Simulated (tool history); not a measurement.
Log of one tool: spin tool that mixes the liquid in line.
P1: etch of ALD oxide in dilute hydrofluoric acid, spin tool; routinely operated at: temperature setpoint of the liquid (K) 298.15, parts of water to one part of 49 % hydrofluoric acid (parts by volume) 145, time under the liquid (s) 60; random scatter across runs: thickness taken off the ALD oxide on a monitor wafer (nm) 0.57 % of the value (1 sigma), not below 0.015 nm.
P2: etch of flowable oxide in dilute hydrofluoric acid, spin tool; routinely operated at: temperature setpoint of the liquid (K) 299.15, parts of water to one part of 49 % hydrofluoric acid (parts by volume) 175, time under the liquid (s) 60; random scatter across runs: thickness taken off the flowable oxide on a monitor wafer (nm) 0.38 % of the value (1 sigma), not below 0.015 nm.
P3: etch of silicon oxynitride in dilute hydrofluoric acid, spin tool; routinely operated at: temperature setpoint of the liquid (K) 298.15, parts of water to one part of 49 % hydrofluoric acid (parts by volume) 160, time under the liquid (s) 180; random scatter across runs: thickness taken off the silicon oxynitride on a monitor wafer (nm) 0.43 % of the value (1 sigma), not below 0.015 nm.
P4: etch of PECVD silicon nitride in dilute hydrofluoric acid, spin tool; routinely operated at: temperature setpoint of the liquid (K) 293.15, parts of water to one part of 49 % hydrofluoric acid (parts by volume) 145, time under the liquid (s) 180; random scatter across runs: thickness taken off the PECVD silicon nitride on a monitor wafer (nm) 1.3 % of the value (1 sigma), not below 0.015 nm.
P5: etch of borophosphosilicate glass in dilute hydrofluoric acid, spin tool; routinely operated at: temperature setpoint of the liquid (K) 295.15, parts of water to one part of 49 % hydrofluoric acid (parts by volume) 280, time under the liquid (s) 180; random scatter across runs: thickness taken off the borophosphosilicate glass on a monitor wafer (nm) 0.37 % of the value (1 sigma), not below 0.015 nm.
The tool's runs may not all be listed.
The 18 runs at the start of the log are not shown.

| run | hour | process that ran | temperature setpoint of the liquid (K) | parts of water to one part of 49 % hydrofluoric acid (parts by volume) | time under the liquid (s) | hours since the thermometer was replaced | hours since the hydrofluoric acid flow meter was replaced | thickness taken off the ALD oxide on a monitor wafer (nm) | thickness taken off the flowable oxide on a monitor wafer (nm) | thickness taken off the PECVD silicon nitride on a monitor wafer (nm) | thickness taken off the silicon oxynitride on a monitor wafer (nm) | thickness taken off the borophosphosilicate glass on a monitor wafer (nm) |
|---|---|---|---|---|---|---|---|---|---|---|---|---|
|  | 92.2 | thermometer replaced |
| 19 | 94.4 | P2 | 299.15 | 40 | 60 | 2.2 | 340.2 |  | 82.2030 |  |  |  |
| 20 | 100.8 | P5 | 290.15 | 280 | 180 | 8.6 | 346.6 |  |  |  |  | 12.204 |
| 21 | 108.1 | P5 | 295.15 | 280 | 180 | 15.9 | 353.9 |  |  |  |  | 14.659 |
| 22 | 111.4 | P2 | 306.15 | 175 | 60 | 19.2 | 357.2 |  | 20.2890 |  |  |  |
|  | 115.1 | hydrofluoric acid flow meter replaced |
| 23 | 118.0 | P1 | 298.15 | 145 | 95 | 25.8 | 2.9 | 12.4360 |  |  |  |  |
| 24 | 123.2 | P3 | 298.15 | 290 | 180 | 31.0 | 8.1 |  |  |  | 2.5631 |  |
| 25 | 127.6 | P1 | 298.15 | 145 | 60 | 35.4 | 12.5 | 7.9250 |  |  |  |  |
| 26 | 133.5 | P1 | 298.15 | 85 | 85 | 41.3 | 18.4 | 20.4220 |  |  |  |  |
| 27 | 138.7 | P3 | 298.15 | 160 | 180 | 46.5 | 23.6 |  |  |  | 5.1252 |  |
| 28 | 145.8 | P1 | 292.65 | 145 | 60 | 53.6 | 30.7 | 6.3739 |  |  |  |  |
| 29 | 151.4 | P1 | 298.15 | 145 | 60 | 59.2 | 36.3 | 7.8268 |  |  |  |  |
| 30 | 156.4 | P1 | 290.65 | 145 | 95 | 64.2 | 41.3 | 9.2241 |  |  |  |  |
| 31 | 161.5 | P2 | 299.15 | 175 | 60 | 69.3 | 46.4 |  | 15.8030 |  |  |  |
| 32 | 164.8 | P1 | 298.15 | 215 | 60 | 72.6 | 49.7 | 4.8658 |  |  |  |  |
| 33 | 168.6 | P1 | 298.15 | 145 | 60 | 76.4 | 53.5 | 7.9395 |  |  |  |  |
| 34 | 174.8 | P1 | 298.15 | 145 | 60 | 82.6 | 59.7 | 7.8392 |  |  |  |  |
| 35 | 178.0 | P1 | 298.15 | 145 | 60 | 85.8 | 62.9 | 7.6845 |  |  |  |  |
| 36 | 184.6 | P1 | 298.15 | 145 | 60 | 92.4 | 69.5 | 7.5480 |  |  |  |  |
| 37 | 188.3 | P1 | 298.15 | 145 | 60 | 96.1 | 73.2 | 7.5437 |  |  |  |  |
| 38 | 195.2 | P1 | 298.15 | 145 | 60 | 103.0 | 80.1 | 7.4713 |  |  |  |  |

Expected results for the next run?
| 39 | 198.8 | P1 | 298.15 | 145 | 60 | 106.6 | 83.7 | ? |  |  |  |  |

{"run 39": {"thickness taken off the ALD oxide on a monitor wafer (nm)": 7.445}}
